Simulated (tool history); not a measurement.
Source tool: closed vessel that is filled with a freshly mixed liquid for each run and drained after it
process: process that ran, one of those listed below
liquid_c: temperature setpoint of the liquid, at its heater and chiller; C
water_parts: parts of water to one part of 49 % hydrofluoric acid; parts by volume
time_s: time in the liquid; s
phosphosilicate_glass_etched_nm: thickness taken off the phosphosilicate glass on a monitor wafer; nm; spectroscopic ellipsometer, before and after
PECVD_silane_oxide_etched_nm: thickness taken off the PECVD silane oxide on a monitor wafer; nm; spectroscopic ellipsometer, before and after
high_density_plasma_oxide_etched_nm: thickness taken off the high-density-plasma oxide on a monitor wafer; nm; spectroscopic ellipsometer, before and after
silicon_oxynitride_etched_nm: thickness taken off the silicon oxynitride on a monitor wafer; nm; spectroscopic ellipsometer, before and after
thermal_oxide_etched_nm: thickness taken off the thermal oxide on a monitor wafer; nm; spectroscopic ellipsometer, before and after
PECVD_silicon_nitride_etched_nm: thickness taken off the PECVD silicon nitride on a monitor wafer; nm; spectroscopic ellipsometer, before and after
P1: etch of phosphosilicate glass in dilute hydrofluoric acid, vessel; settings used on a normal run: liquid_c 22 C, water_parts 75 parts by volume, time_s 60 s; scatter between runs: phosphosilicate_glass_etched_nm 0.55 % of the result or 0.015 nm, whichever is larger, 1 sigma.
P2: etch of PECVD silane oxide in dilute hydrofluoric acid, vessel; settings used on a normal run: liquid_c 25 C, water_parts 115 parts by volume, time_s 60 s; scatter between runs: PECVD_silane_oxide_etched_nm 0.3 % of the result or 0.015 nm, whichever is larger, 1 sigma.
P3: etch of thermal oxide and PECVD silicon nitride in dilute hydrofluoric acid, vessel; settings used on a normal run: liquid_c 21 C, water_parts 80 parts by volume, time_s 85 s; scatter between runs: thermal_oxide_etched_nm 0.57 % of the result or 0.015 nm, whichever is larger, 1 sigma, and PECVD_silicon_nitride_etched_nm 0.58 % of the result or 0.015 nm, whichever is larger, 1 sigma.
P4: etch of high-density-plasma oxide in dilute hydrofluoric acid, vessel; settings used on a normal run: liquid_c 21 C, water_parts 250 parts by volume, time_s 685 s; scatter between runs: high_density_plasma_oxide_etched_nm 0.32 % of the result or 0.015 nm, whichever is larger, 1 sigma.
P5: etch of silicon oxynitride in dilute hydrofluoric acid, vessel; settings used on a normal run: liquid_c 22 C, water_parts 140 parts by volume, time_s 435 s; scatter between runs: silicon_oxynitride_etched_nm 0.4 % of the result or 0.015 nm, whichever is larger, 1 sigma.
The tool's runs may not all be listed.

| run | hour | process | liquid_c | water_parts | time_s | hours since the thermometer was replaced | hours since the hydrofluoric acid flow meter was replaced | phosphosilicate_glass_etched_nm | PECVD_silane_oxide_etched_nm | high_density_plasma_oxide_etched_nm | silicon_oxynitride_etched_nm | thermal_oxide_etched_nm | PECVD_silicon_nitride_etched_nm |
|---|---|---|---|---|---|---|---|---|---|---|---|---|---|
| 1 | 11.2 | P1 | 22 | 75 | 60 | 1276.6 | 1425 | 45.397 |  |  |  |  |  |
| 2 | 22.1 | P1 | 22 | 75 | 60 | 1287.5 | 1435.9 | 44.845 |  |  |  |  |  |
| 3 | 30.7 | P1 | 22 | 75 | 30 | 1296.1 | 1444.5 | 22.456 |  |  |  |  |  |
| 4 | 38.3 | P2 | 19 | 115 | 60 | 1303.7 | 1452.1 |  | 6.2344 |  |  |  |  |
| 5 | 45.1 | P1 | 22 | 115 | 30 | 1310.5 | 1458.9 | 14.273 |  |  |  |  |  |
| 6 | 55.7 | P4 | 21 | 250 | 685 | 1321.1 | 1469.5 |  |  | 15.217 |  |  |  |
| 7 | 63.5 | P1 | 30 | 75 | 90 | 1328.9 | 1477.3 | 93.192 |  |  |  |  |  |
| 8 | 71.5 | P4 | 29.5 | 250 | 685 | 1336.9 | 1485.3 |  |  | 20.599 |  |  |  |
| 9 | 81.7 | P1 | 18 | 75 | 60 | 1347.1 | 1495.5 | 38.487 |  |  |  |  |  |
| 10 | 89.3 | P1 | 22 | 75 | 60 | 1354.7 | 1503.1 | 45.22 |  |  |  |  |  |
| 11 | 99.8 | P5 | 30 | 140 | 435 | 1365.2 | 1513.6 |  |  |  | 11.101 |  |  |
| 12 | 113.5 | P2 | 25 | 115 | 30 | 1378.9 | 1527.3 |  | 3.9885 |  |  |  |  |
| 13 | 121.2 | P4 | 21 | 250 | 160 | 1386.6 | 1535 |  |  | 3.5368 |  |  |  |
| 14 | 133 | P1 | 26.5 | 75 | 60 | 1398.4 | 1546.8 | 54.988 |  |  |  |  |  |
| 15 | 144.9 | P3 | 21 | 20 | 85 | 1410.3 | 1558.7 |  |  |  |  | 19.279 | 15.952 |
| 16 | 152.9 | P5 | 22 | 140 | 745 | 1418.3 | 1566.7 |  |  |  | 13.218 |  |  |
| 17 | 166.6 | P3 | 21 | 80 | 165 | 1432 | 1580.4 |  |  |  |  | 8.695 | 8.139 |
| 18 | 179.6 | P4 | 21 | 70 | 685 | 1445 | 1593.4 |  |  | 66.273 |  |  |  |
| 19 | 188.9 | P1 | 22 | 75 | 95 | 1454.3 | 1602.7 | 71.812 |  |  |  |  |  |
| 20 | 196.3 | P1 | 22 | 25 | 60 | 1461.7 | 1610.1 | 146.35 |  |  |  |  |  |
| 21 | 209.2 | P3 | 28.5 | 80 | 85 | 1474.6 | 1623 |  |  |  |  | 6.0408 | 6.8234 |
| 22 | 215.9 | P2 | 25 | 115 | 60 | 1481.3 | 1629.7 |  | 7.9306 |  |  |  |  |
| 23 | 228.6 | P1 | 22 | 75 | 60 | 1494 | 1642.4 | 45.784 |  |  |  |  |  |
| 24 | 239.4 | P3 | 21 | 80 | 85 | 1504.8 | 1653.2 |  |  |  |  | 4.5285 | 4.1172 |
| 25 | 252.5 | P5 | 22 | 90 | 435 | 1517.9 | 1666.3 |  |  |  | 12.468 |  |  |
| 26 | 260.4 | P1 | 29.5 | 75 | 105 | 1525.8 | 1674.2 | 108.08 |  |  |  |  |  |
| 27 | 268.6 | P1 | 22 | 130 | 60 | 1534 | 1682.4 | 24.88 |  |  |  |  |  |
| 28 | 281.9 | P2 | 25 | 165 | 60 | 1547.3 | 1695.7 |  | 5.2539 |  |  |  |  |
| 29 | 295.5 | P5 | 22 | 140 | 435 | 1560.9 | 1709.3 |  |  |  | 7.7291 |  |  |
| 30 | 304.1 | P1 | 22 | 75 | 60 | 1569.5 | 1717.9 | 45.982 |  |  |  |  |  |
| 31 | 316.1 | P1 | 22 | 75 | 60 | 1581.5 | 1729.9 | 47.37 |  |  |  |  |  |
| 32 | 324.3 | P1 | 22 | 75 | 60 | 1589.7 | 1738.1 | 48.185 |  |  |  |  |  |
| 33 | 337.5 | P1 | 22 | 75 | 60 | 1602.9 | 1751.3 | 48.681 |  |  |  |  |  |
| 34 | 347.9 | P1 | 22 | 75 | 60 | 1613.3 | 1761.7 | 49.003 |  |  |  |  |  |
| 35 | 356.3 | P1 | 22 | 75 | 60 | 1621.7 | 1770.1 | 49.076 |  |  |  |  |  |
| 36 | 369.6 | P1 | 22 | 75 | 60 | 1635 | 1783.4 | 49.735 |  |  |  |  |  |
| 37 | 376.1 | P1 | 22 | 75 | 60 | 1641.5 | 1789.9 | 49.774 |  |  |  |  |  |
| 38 | 383.6 | P1 | 22 | 75 | 60 | 1649 | 1797.4 | 49.891 |  |  |  |  |  |
| 39 | 392 | P1 | 22 | 75 | 60 | 1657.4 | 1805.8 | 49.688 |  |  |  |  |  |

The output of P1 has drifted from where it used to be. Each of the 2 causes below, taken at the size shown beside it, accounts for the log equally well:
A: liquid hotter than its thermometer reads (K) = 2.25
B: hydrofluoric acid flow above the setpoint (%) = 8.74
The drift started at roughly hour 304.1.

Question marks stand in for the results of the 4 check runs listed below, each run on one wafer. Under which run would the listed causes show clearly different results?
| check 1 | 400.4 | P5 | 29.5 | 140 | 435 |  |  |  |  |  | ? |  |  |
| check 2 | 400.4 | P3 | 28 | 20 | 85 |  |  |  |  |  |  | ? | ? |
| check 3 | 400.4 | P4 | 21 | 95 | 240 |  |  |  |  | ? |  |  |  |
| check 4 | 400.4 | P2 | 19.5 | 115 | 60 |  |  |  | ? |  |  |  |  |

How each check would come out, cause by cause:
| check | result | if A | if B |
|---|---|---|---|
| check 1 | silicon_oxynitride_etched_nm | 11.964 | 11.929 |
| check 2 | thermal_oxide_etched_nm | 28.429 | 28.282 |
| check 2 | PECVD_silicon_nitride_etched_nm | 29.833 | 27.85 |
| check 3 | high_density_plasma_oxide_etched_nm | 18.14 | 18.171 |
| check 4 | PECVD_silane_oxide_etched_nm | 7.0124 | 7.0321 |
Gap, in per cent, between the two causes that each check separates least, read from the result that separates them most: check 1 0.29 %; check 2 6.88 %; check 3 0.17 %; check 4 0.28 %
Check 2 distinguishes between the causes, while the remaining checks would return nearly the same result for all of them.

Check 2 was then run and gave: thermal_oxide_etched_nm 28.518 nm; PECVD_silicon_nitride_etched_nm 27.847 nm. Which cause is it?

The correct cause is B, namely: hydrofluoric acid flow above the setpoint (%).
